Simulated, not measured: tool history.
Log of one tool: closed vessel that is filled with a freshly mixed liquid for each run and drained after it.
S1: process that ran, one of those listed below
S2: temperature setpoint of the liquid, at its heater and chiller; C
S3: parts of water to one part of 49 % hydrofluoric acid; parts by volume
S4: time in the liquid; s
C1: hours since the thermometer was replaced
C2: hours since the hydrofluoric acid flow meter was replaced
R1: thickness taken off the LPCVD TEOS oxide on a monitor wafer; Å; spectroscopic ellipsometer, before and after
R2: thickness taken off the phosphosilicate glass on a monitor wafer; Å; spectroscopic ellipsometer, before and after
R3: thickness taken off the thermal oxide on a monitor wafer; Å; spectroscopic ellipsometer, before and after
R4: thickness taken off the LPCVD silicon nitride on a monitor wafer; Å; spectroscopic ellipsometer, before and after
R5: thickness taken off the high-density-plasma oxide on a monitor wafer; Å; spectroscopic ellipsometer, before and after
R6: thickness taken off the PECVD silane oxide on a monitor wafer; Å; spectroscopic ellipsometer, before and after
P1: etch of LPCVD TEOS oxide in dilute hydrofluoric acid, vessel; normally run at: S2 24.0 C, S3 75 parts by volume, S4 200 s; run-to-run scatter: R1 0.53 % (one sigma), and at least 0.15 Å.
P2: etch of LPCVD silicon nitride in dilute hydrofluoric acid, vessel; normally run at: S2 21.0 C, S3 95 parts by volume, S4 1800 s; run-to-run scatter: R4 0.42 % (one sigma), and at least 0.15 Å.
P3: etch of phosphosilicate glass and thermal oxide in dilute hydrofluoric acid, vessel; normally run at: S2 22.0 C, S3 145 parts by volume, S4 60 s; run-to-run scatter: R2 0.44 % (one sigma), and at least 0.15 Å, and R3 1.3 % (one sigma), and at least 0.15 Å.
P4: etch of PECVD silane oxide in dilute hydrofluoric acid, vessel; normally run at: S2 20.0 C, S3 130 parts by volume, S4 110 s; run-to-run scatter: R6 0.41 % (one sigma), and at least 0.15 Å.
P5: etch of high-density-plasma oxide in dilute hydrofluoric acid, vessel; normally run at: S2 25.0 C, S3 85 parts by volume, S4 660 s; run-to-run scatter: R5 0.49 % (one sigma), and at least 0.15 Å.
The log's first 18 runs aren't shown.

run,day,S1,S2,S3,S4,C1,C2,R1,R2,R3,R4,R5,R6
19,8.258,P4,20.0,210,110,941.6,14.4,,,,,,120.720
20,8.717,P2,21.0,95,125,952.6,25.4,,,,5.7093,,
21,9.033,P4,20.0,130,110,960.2,33.0,,,,,,211.700
22,9.496,P4,17.0,130,110,971.3,44.1,,,,,,187.210
23,10.088,P3,22.0,145,30,985.5,58.3,,148.96,7.913,,,
24,10.383,P4,20.0,130,30,992.6,65.4,,,,,,57.592
25,11.025,P1,18.5,75,200,1008.0,80.8,390.77,,,,,
26,11.529,P4,20.0,130,110,1020.1,92.9,,,,,,210.550
27,11.825,P1,24.0,35,325,1027.2,100.0,1799.40,,,,,
28,12.150,P5,25.0,85,990,1035.0,107.8,,,,,625.50,
29,12.779,P1,24.0,75,200,1050.1,122.9,493.46,,,,,
30,13.333,P5,33.0,85,660,1063.4,136.2,,,,,568.79,

The next listed run, before its measurement:
31,13.800,P1,24.0,30,30,1074.6,147.4,?,,,,,

Run 31 gave R1 196.29 Å.
